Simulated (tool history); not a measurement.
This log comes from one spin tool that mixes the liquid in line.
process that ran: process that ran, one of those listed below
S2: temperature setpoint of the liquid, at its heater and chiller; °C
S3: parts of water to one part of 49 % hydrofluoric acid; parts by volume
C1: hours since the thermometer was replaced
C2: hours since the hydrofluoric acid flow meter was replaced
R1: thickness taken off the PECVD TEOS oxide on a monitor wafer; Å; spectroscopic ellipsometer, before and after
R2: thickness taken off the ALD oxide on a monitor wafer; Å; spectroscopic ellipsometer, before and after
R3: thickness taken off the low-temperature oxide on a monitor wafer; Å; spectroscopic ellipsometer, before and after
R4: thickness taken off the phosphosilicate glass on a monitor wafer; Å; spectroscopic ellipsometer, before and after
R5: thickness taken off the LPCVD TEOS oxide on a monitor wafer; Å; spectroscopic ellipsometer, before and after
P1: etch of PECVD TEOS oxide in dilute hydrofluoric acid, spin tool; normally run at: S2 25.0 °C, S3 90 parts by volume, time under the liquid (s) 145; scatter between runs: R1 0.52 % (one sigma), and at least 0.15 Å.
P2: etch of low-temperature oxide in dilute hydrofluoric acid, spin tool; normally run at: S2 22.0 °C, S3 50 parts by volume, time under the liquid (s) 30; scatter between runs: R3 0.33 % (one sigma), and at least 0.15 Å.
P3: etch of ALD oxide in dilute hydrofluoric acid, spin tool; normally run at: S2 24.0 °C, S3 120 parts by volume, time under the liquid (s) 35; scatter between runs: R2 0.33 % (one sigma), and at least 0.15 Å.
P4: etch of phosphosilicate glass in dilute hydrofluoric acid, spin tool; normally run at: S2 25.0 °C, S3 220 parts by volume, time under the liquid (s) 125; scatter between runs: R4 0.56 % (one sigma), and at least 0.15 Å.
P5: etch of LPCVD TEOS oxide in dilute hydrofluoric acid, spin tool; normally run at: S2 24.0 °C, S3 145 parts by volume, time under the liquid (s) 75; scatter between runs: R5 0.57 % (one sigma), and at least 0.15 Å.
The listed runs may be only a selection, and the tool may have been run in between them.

{"run": 1, "hour": 8.8, "process that ran": "P1", "S2": 25.0, "S3": 90, "time under the liquid (s)": 145, "C1": 631.4, "C2": 1306.8, "R1": 476.64}
{"run": 2, "hour": 20.4, "process that ran": "P1", "S2": 25.0, "S3": 90, "time under the liquid (s)": 145, "C1": 643.0, "C2": 1318.4, "R1": 479.58}
{"run": 3, "hour": 33.9, "process that ran": "P3", "S2": 24.0, "S3": 120, "time under the liquid (s)": 15, "C1": 656.5, "C2": 1331.9, "R2": 40.164}
{"run": 4, "hour": 46.8, "process that ran": "P1", "S2": 25.0, "S3": 90, "time under the liquid (s)": 85, "C1": 669.4, "C2": 1344.8, "R1": 280.72}
{"run": 5, "hour": 53.8, "process that ran": "P2", "S2": 22.0, "S3": 50, "time under the liquid (s)": 55, "C1": 676.4, "C2": 1351.8, "R3": 380.56}
{"run": 6, "hour": 64.2, "process that ran": "P1", "S2": 25.0, "S3": 20, "time under the liquid (s)": 145, "C1": 686.8, "C2": 1362.2, "R1": 2352.8}
{"run": 7, "hour": 74.1, "process that ran": "P4", "S2": 25.0, "S3": 220, "time under the liquid (s)": 125, "C1": 696.7, "C2": 1372.1, "R4": 310.63}
{"run": 8, "hour": 85.4, "process that ran": "P5", "S2": 17.5, "S3": 145, "time under the liquid (s)": 75, "C1": 708.0, "C2": 1383.4, "R5": 69.243}
{"run": 9, "hour": 99.4, "process that ran": "P1", "S2": 25.0, "S3": 90, "time under the liquid (s)": 145, "C1": 722.0, "C2": 1397.4, "R1": 481.52}
{"run": 10, "hour": 108.5, "process that ran": "P4", "S2": 25.0, "S3": 220, "time under the liquid (s)": 125, "C1": 731.1, "C2": 1406.5, "R4": 314.19}
{"run": 11, "hour": 117.2, "process that ran": "P1", "S2": 25.0, "S3": 90, "time under the liquid (s)": 145, "C1": 739.8, "C2": 1415.2, "R1": 478.57}
{"run": 12, "hour": 124.9, "process that ran": "P5", "S2": 24.0, "S3": 145, "time under the liquid (s)": 75, "C1": 747.5, "C2": 1422.9, "R5": 89.47}
{"run": 13, "hour": 133.5, "process that ran": "P1", "S2": 29.5, "S3": 90, "time under the liquid (s)": 90, "C1": 756.1, "C2": 1431.5, "R1": 355.63}
{"run": 14, "hour": 145.6, "process that ran": "P2", "S2": 22.0, "S3": 80, "time under the liquid (s)": 30, "C1": 768.2, "C2": 1443.6, "R3": 125.51}
{"run": 15, "hour": 156.9, "process that ran": "P2", "S2": 22.0, "S3": 50, "time under the liquid (s)": 30, "C1": 779.5, "C2": 1454.9, "R3": 206.83}
{"run": 16, "hour": 169.5, "process that ran": "P4", "S2": 25.0, "S3": 220, "time under the liquid (s)": 200, "C1": 792.1, "C2": 1467.5, "R4": 495.86}
{"run": 17, "hour": 182.8, "process that ran": "P1", "S2": 21.5, "S3": 145, "time under the liquid (s)": 145, "C1": 805.4, "C2": 1480.8, "R1": 241.07}
{"run": 18, "hour": 189.8, "process that ran": "P3", "S2": 18.5, "S3": 120, "time under the liquid (s)": 35, "C1": 812.4, "C2": 1487.8, "R2": 75.683}
{"run": 19, "hour": 196.0, "process that ran": "P1", "S2": 25.0, "S3": 90, "time under the liquid (s)": 145, "C1": 818.6, "C2": 1494.0, "R1": 483.69}
{"run": 20, "hour": 203.1, "process that ran": "P3", "S2": 24.0, "S3": 220, "time under the liquid (s)": 35, "C1": 825.7, "C2": 1501.1, "R2": 45.562}
{"run": 21, "hour": 215.7, "process that ran": "P5", "S2": 24.0, "S3": 145, "time under the liquid (s)": 15, "C1": 838.3, "C2": 1513.7, "R5": 17.959}
{"run": 22, "hour": 228.6, "process that ran": "P1", "S2": 19.0, "S3": 90, "time under the liquid (s)": 145, "C1": 851.2, "C2": 1526.6, "R1": 378.19}
{"run": 23, "hour": 236.9, "process that ran": "P1", "S2": 25.0, "S3": 90, "time under the liquid (s)": 145, "C1": 859.5, "C2": 1534.9, "R1": 482.33}
{"run": 24, "hour": 245.9, "process that ran": "P4", "S2": 32.0, "S3": 220, "time under the liquid (s)": 125, "C1": 868.5, "C2": 1543.9, "R4": 396.41}
{"run": 25, "hour": 259.4, "process that ran": "P2", "S2": 17.0, "S3": 50, "time under the liquid (s)": 30, "C1": 882.0, "C2": 1557.4, "R3": 167.87}
{"run": 26, "hour": 271.0, "process that ran": "P5", "S2": 24.0, "S3": 145, "time under the liquid (s)": 75, "C1": 893.6, "C2": 1569.0, "R5": 89.1}

Run 27 is up next; what results do you expect?
{"run": 27, "hour": 278.6, "process that ran": "P1", "S2": 25.0, "S3": 125, "time under the liquid (s)": 145, "C1": 901.2, "C2": 1576.6, "R1": "?"}

R1: 328.65 Å
